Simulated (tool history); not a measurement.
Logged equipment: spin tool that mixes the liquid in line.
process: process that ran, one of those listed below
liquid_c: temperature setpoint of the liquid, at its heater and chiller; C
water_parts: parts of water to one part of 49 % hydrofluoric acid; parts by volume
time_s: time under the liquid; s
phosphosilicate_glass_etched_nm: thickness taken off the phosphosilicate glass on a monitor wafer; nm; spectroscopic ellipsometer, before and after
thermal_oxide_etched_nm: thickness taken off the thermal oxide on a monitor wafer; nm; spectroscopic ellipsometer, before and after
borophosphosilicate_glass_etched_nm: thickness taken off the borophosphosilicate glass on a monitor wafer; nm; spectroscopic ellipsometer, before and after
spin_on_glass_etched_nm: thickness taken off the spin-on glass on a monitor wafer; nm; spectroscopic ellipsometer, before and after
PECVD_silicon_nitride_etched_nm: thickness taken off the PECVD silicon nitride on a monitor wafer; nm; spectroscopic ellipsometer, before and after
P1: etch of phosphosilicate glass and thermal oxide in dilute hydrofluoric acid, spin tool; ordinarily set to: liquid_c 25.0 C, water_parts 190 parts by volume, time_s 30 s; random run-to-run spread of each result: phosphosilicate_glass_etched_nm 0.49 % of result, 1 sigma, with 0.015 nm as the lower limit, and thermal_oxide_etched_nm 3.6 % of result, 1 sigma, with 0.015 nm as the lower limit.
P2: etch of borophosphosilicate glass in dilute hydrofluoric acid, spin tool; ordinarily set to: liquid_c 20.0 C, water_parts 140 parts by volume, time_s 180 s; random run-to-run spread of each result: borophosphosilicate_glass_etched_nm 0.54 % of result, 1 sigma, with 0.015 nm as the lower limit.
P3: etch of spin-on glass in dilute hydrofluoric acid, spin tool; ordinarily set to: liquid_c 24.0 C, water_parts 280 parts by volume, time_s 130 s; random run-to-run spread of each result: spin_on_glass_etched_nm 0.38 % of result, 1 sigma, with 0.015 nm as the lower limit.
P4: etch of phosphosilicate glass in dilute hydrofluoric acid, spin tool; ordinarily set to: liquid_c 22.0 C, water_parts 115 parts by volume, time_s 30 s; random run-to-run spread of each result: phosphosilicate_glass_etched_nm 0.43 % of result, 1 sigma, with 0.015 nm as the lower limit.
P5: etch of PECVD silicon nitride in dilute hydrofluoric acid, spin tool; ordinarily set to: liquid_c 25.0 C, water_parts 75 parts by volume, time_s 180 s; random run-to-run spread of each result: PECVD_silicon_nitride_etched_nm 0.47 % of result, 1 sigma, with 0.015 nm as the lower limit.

run,hour,process,liquid_c,water_parts,time_s,hours since the thermometer was replaced,hours since the hydrofluoric acid flow meter was replaced,phosphosilicate_glass_etched_nm,thermal_oxide_etched_nm,borophosphosilicate_glass_etched_nm,spin_on_glass_etched_nm,PECVD_silicon_nitride_etched_nm
1,4.2,P1,25.0,190,30,275.4,146.4,8.9195,0.69024,,,
2,12.3,P2,28.0,140,180,283.5,154.5,,,53.273,,
3,18.4,P2,20.0,30,180,289.6,160.6,,,208.300,,
4,26.5,P2,20.0,140,180,297.7,168.7,,,39.001,,
5,31.7,P3,24.0,280,215,302.9,173.9,,,,25.423,
6,38.8,P3,24.0,280,130,310.0,181.0,,,,15.423,
7,46.0,P1,25.0,300,30,317.2,188.2,4.9706,0.42535,,,
8,51.1,P1,25.0,190,30,322.3,193.3,8.8044,0.63375,,,
9,56.7,P3,30.5,280,130,327.9,198.9,,,,19.265,
10,60.6,P1,25.0,190,30,331.8,202.8,8.8813,0.75845,,,
11,68.1,P1,25.0,190,55,339.3,210.3,16.2200,1.32220,,,
12,73.7,P2,20.0,140,180,344.9,215.9,,,38.981,,
13,81.6,P1,25.0,190,30,352.8,223.8,8.8984,0.72056,,,
14,87.3,P1,25.0,100,30,358.5,229.5,18.6900,1.46450,,,
15,94.8,P1,18.5,190,30,366.0,237.0,6.9272,0.57716,,,
16,101.5,P4,29.0,115,30,372.7,243.7,20.7260,,,,
17,106.2,P1,25.0,190,30,377.4,248.4,8.7544,0.73724,,,
18,110.7,P5,25.0,75,15,381.9,252.9,,,,,1.1911
19,115.0,P1,28.5,190,30,386.2,257.2,10.0020,0.73805,,,
# hour 116.8: hydrofluoric acid flow meter replaced
20,122.0,P1,25.0,190,15,393.2,5.2,4.4085,0.39776,,,
21,128.7,P4,22.0,115,15,399.9,11.9,7.9553,,,,

Run 22 has not been measured yet. What should we expect?
22,132.9,P3,24.0,60,130,404.1,16.1,,,,?,

Run 22 measured spin_on_glass_etched_nm 92.616 nm.

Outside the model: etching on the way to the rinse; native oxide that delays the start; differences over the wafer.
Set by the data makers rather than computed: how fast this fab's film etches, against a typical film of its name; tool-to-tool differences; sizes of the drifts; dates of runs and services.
